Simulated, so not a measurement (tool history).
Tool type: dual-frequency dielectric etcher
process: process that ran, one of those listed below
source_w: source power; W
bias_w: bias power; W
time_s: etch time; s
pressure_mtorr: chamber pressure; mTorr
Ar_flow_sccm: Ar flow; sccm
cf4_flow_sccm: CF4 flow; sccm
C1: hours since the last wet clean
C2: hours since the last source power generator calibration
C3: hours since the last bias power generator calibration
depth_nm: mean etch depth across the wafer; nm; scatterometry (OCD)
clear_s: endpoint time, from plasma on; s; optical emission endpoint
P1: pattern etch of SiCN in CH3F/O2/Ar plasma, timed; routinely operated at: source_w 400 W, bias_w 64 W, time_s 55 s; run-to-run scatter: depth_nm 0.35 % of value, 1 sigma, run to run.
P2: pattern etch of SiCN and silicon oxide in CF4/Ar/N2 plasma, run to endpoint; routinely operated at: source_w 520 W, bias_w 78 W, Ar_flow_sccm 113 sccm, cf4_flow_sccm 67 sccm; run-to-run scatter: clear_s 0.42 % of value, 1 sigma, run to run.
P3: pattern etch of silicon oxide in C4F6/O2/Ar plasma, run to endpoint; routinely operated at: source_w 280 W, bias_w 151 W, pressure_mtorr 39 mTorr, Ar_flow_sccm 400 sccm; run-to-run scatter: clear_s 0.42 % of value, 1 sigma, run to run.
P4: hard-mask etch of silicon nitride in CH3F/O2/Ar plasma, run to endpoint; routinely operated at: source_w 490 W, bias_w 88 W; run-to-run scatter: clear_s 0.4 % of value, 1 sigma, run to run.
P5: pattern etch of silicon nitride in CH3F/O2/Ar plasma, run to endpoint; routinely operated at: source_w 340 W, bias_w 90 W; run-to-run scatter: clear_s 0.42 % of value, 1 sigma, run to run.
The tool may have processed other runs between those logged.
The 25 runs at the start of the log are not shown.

Run 26, hour 124.8: process P3, source_w 280 W, bias_w 178 W, pressure_mtorr 39 mTorr, Ar_flow_sccm 400 sccm; C1 256.4; C2 381.8; C3 2940.4. Result: clear_s 11.37 s.
At hour 125.1: wet clean of the chamber.
Run 27, hour 131.2: process P1, source_w 400 W, bias_w 64 W, time_s 55 s; C1 6.2; C2 388.2; C3 2946.8. Result: depth_nm 20.035 nm.
Run 28, hour 137.4: process P3, source_w 280 W, bias_w 151 W, pressure_mtorr 39 mTorr, Ar_flow_sccm 257 sccm; C1 12.4; C2 394.4; C3 2953. Result: clear_s 11.397 s.
Run 29, hour 140.8: process P3, source_w 280 W, bias_w 151 W, pressure_mtorr 39 mTorr, Ar_flow_sccm 400 sccm; C1 15.8; C2 397.8; C3 2956.4. Result: clear_s 11.919 s.
Run 30, hour 144.4: process P1, source_w 240 W, bias_w 64 W, time_s 55 s; C1 19.4; C2 401.4; C3 2960. Result: depth_nm 16.564 nm.
Run 31, hour 150.7: process P1, source_w 400 W, bias_w 64 W, time_s 55 s; C1 25.7; C2 407.7; C3 2966.3. Result: depth_nm 20.117 nm.
Run 32, hour 155.7: process P3, source_w 280 W, bias_w 151 W, pressure_mtorr 39 mTorr, Ar_flow_sccm 400 sccm; C1 30.7; C2 412.7; C3 2971.3. Result: clear_s 12.03 s.
Run 33, hour 158.8: process P1, source_w 400 W, bias_w 64 W, time_s 71.5 s; C1 33.8; C2 415.8; C3 2974.4. Result: depth_nm 25.996 nm.
Run 34, hour 164: process P1, source_w 270 W, bias_w 64 W, time_s 67 s; C1 39; C2 421; C3 2979.6. Result: depth_nm 21.04 nm.
Run 35, hour 168: process P1, source_w 400 W, bias_w 64 W, time_s 55 s; C1 43; C2 425; C3 2983.6. Result: depth_nm 20.009 nm.
Run 36, hour 174.2: process P1, source_w 400 W, bias_w 64 W, time_s 55 s; C1 49.2; C2 431.2; C3 2989.8. Result: depth_nm 19.772 nm.
Run 37, hour 180.3: process P1, source_w 400 W, bias_w 64 W, time_s 55 s; C1 55.3; C2 437.3; C3 2995.9. Result: depth_nm 19.873 nm.
At hour 183: wet clean of the chamber.
Run 38, hour 186.1: process P1, source_w 400 W, bias_w 64 W, time_s 55 s; C1 3.1; C2 443.1; C3 3001.7. Result: depth_nm 19.682 nm.

The next listed run, before its measurement:
Run 39, hour 191.2: process P1, source_w 400 W, bias_w 64 W, time_s 55 s; C1 8.2; C2 448.2; C3 3006.8. Result: depth_nm ?.

Run 39 gave depth_nm 19.746 nm.
